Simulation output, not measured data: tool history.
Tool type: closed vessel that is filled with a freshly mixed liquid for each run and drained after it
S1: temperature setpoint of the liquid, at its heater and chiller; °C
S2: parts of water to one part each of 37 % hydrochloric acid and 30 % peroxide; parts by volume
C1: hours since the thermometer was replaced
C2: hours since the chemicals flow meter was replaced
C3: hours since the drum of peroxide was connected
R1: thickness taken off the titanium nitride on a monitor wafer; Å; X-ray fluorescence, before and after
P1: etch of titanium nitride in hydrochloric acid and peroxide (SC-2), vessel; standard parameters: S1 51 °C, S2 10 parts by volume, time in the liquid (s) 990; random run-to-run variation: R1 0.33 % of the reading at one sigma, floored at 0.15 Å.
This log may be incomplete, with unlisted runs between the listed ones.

run 1 hour=14 | S1=51 S2=10 time_in_the_liquid_(s)=990 | C1=413.6 C2=362.9 C3=168.8 | R1=154.22
run 2 hour=21.3 | S1=51 S2=10 time_in_the_liquid_(s)=30 | C1=420.9 C2=370.2 C3=176.1 | R1=4.8803
run 3 hour=29.3 | S1=51 S2=10 time_in_the_liquid_(s)=990 | C1=428.9 C2=378.2 C3=184.1 | R1=153.85
run 4 hour=38.7 | S1=35 S2=10 time_in_the_liquid_(s)=990 | C1=438.3 C2=387.6 C3=193.5 | R1=50.346
run 5 hour=53.4 | S1=60.5 S2=10 time_in_the_liquid_(s)=990 | C1=453 C2=402.3 C3=208.2 | R1=283.2
run 6 hour=63.9 | S1=51 S2=10 time_in_the_liquid_(s)=990 | C1=463.5 C2=412.8 C3=218.7 | R1=153.95
run 7 hour=77.6 | S1=51 S2=10 time_in_the_liquid_(s)=990 | C1=477.2 C2=426.5 C3=232.4 | R1=153.92
run 8 hour=86.2 | S1=51 S2=10 time_in_the_liquid_(s)=990 | C1=485.8 C2=435.1 C3=241 | R1=153.78
run 9 hour=99.9 | S1=51 S2=15.5 time_in_the_liquid_(s)=990 | C1=499.5 C2=448.8 C3=254.7 | R1=105.32
run 10 hour=116.6 | S1=51 S2=4 time_in_the_liquid_(s)=990 | C1=516.2 C2=465.5 C3=271.4 | R1=308.21
run 11 hour=128.6 | S1=67 S2=4.5 time_in_the_liquid_(s)=990 | C1=528.2 C2=477.5 C3=283.4 | R1=779.64
run 12 hour=144.8 | S1=51 S2=10 time_in_the_liquid_(s)=990 | C1=544.4 C2=493.7 C3=299.6 | R1=153.82
run 13 hour=160 | S1=51 S2=10 time_in_the_liquid_(s)=1775 | C1=559.6 C2=508.9 C3=314.8 | R1=276.51
run 14 hour=172.7 | S1=51 S2=10 time_in_the_liquid_(s)=990 | C1=572.3 C2=521.6 C3=327.5 | R1=153.78
run 15 hour=183.7 | S1=51 S2=10 time_in_the_liquid_(s)=990 | C1=583.3 C2=532.6 C3=338.5 | R1=148.65
run 16 hour=196.9 | S1=51 S2=10 time_in_the_liquid_(s)=990 | C1=596.5 C2=545.8 C3=351.7 | R1=145.04
run 17 hour=209.7 | S1=51 S2=10 time_in_the_liquid_(s)=990 | C1=609.3 C2=558.6 C3=364.5 | R1=141.87
run 18 hour=221.2 | S1=51 S2=10 time_in_the_liquid_(s)=990 | C1=620.8 C2=570.1 C3=376 | R1=141.63
run 19 hour=235.7 | S1=51 S2=10 time_in_the_liquid_(s)=990 | C1=635.3 C2=584.6 C3=390.5 | R1=140.44
run 20 hour=245.1 | S1=51 S2=10 time_in_the_liquid_(s)=990 | C1=644.7 C2=594 C3=399.9 | R1=138.93
run 21 hour=254.7 | S1=51 S2=10 time_in_the_liquid_(s)=990 | C1=654.3 C2=603.6 C3=409.5 | R1=139.19
-- hour=264.5 new drum of peroxide connected
run 22 hour=268.1 | S1=51 S2=10 time_in_the_liquid_(s)=990 | C1=667.7 C2=617 C3=3.6 | R1=138.66
run 23 hour=283.4 | S1=51 S2=10 time_in_the_liquid_(s)=990 | C1=683 C2=632.3 C3=18.9 | R1=139.1

Expected results for the next run?
run 24 hour=299.4 | S1=51 S2=10 time_in_the_liquid_(s)=990 | C1=699 C2=648.3 C3=34.9 | R1=?

R1: 139.1 Å
